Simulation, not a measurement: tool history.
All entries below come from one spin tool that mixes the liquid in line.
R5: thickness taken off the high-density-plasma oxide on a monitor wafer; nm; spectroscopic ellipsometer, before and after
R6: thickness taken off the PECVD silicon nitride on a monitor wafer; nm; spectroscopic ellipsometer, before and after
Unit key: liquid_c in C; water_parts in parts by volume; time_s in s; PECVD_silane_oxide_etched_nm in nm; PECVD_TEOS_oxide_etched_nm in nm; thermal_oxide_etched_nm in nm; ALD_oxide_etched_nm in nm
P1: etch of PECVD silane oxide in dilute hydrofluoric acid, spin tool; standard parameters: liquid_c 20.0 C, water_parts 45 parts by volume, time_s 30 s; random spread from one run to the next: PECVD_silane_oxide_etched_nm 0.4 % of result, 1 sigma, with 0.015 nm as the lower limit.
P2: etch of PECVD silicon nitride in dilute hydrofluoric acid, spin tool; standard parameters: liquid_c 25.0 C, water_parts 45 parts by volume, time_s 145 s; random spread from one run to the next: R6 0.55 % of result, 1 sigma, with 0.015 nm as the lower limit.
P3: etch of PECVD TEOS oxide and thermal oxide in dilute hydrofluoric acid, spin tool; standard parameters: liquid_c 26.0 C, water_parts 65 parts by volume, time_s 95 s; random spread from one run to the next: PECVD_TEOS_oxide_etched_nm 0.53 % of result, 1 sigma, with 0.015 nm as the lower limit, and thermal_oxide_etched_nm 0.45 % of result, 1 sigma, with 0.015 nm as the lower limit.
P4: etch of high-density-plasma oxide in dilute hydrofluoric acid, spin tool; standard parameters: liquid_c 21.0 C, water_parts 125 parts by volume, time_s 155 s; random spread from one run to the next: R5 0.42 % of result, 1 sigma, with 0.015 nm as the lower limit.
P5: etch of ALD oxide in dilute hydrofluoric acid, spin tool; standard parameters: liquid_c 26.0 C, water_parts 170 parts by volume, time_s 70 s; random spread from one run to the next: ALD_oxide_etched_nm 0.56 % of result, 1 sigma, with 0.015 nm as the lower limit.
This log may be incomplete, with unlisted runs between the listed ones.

{"run": 1, "hour": 7.1, "process": "P1", "liquid_c": 20.0, "water_parts": 45, "time_s": 30, "PECVD_silane_oxide_etched_nm": 25.092}
{"run": 2, "hour": 17.1, "process": "P1", "liquid_c": 20.0, "water_parts": 45, "time_s": 55, "PECVD_silane_oxide_etched_nm": 45.701}
{"run": 3, "hour": 26.7, "process": "P3", "liquid_c": 26.0, "water_parts": 105, "time_s": 95, "PECVD_TEOS_oxide_etched_nm": 11.27, "thermal_oxide_etched_nm": 4.6054}
{"run": 4, "hour": 34.4, "process": "P5", "liquid_c": 26.0, "water_parts": 170, "time_s": 20, "ALD_oxide_etched_nm": 3.3396}
{"run": 5, "hour": 44.3, "process": "P5", "liquid_c": 26.0, "water_parts": 80, "time_s": 70, "ALD_oxide_etched_nm": 27.498}
{"run": 6, "hour": 55.4, "process": "P4", "liquid_c": 27.5, "water_parts": 125, "time_s": 155, "R5": 10.484}
{"hour": 64.5, "done": "hydrofluoric acid flow meter replaced"}
{"run": 7, "hour": 64.7, "process": "P1", "liquid_c": 20.0, "water_parts": 45, "time_s": 30, "PECVD_silane_oxide_etched_nm": 25.135}
{"run": 8, "hour": 74.1, "process": "P5", "liquid_c": 26.0, "water_parts": 170, "time_s": 70, "ALD_oxide_etched_nm": 11.705}
{"run": 9, "hour": 81.3, "process": "P1", "liquid_c": 20.0, "water_parts": 70, "time_s": 30, "PECVD_silane_oxide_etched_nm": 15.559}
{"run": 10, "hour": 86.4, "process": "P3", "liquid_c": 26.0, "water_parts": 65, "time_s": 165, "PECVD_TEOS_oxide_etched_nm": 33.169, "thermal_oxide_etched_nm": 13.641}
{"run": 11, "hour": 91.6, "process": "P1", "liquid_c": 20.0, "water_parts": 20, "time_s": 30, "PECVD_silane_oxide_etched_nm": 58.227}
{"run": 12, "hour": 97.6, "process": "P4", "liquid_c": 21.0, "water_parts": 125, "time_s": 155, "R5": 8.1125}
{"run": 13, "hour": 105.9, "process": "P1", "liquid_c": 20.0, "water_parts": 45, "time_s": 15, "PECVD_silane_oxide_etched_nm": 12.478}
{"run": 14, "hour": 114.1, "process": "P1", "liquid_c": 17.0, "water_parts": 45, "time_s": 30, "PECVD_silane_oxide_etched_nm": 21.961}
{"run": 15, "hour": 120.6, "process": "P2", "liquid_c": 25.0, "water_parts": 75, "time_s": 145, "R6": 6.3025}
{"run": 16, "hour": 130.0, "process": "P3", "liquid_c": 26.0, "water_parts": 65, "time_s": 95, "PECVD_TEOS_oxide_etched_nm": 18.997, "thermal_oxide_etched_nm": 7.7983}
{"run": 17, "hour": 140.0, "process": "P1", "liquid_c": 24.0, "water_parts": 45, "time_s": 60, "PECVD_silane_oxide_etched_nm": 59.065}
{"run": 18, "hour": 147.4, "process": "P3", "liquid_c": 26.0, "water_parts": 65, "time_s": 95, "PECVD_TEOS_oxide_etched_nm": 19.03, "thermal_oxide_etched_nm": 7.8231}
{"run": 19, "hour": 154.3, "process": "P2", "liquid_c": 25.0, "water_parts": 45, "time_s": 60, "R6": 4.3404}
{"run": 20, "hour": 162.2, "process": "P5", "liquid_c": 32.0, "water_parts": 170, "time_s": 70, "ALD_oxide_etched_nm": 14.445}

The next listed run, before its measurement:
{"run": 21, "hour": 169.5, "process": "P2", "liquid_c": 25.0, "water_parts": 45, "time_s": 145, "R6": "?"}

Run 21 produced R6 10.3030 nm.

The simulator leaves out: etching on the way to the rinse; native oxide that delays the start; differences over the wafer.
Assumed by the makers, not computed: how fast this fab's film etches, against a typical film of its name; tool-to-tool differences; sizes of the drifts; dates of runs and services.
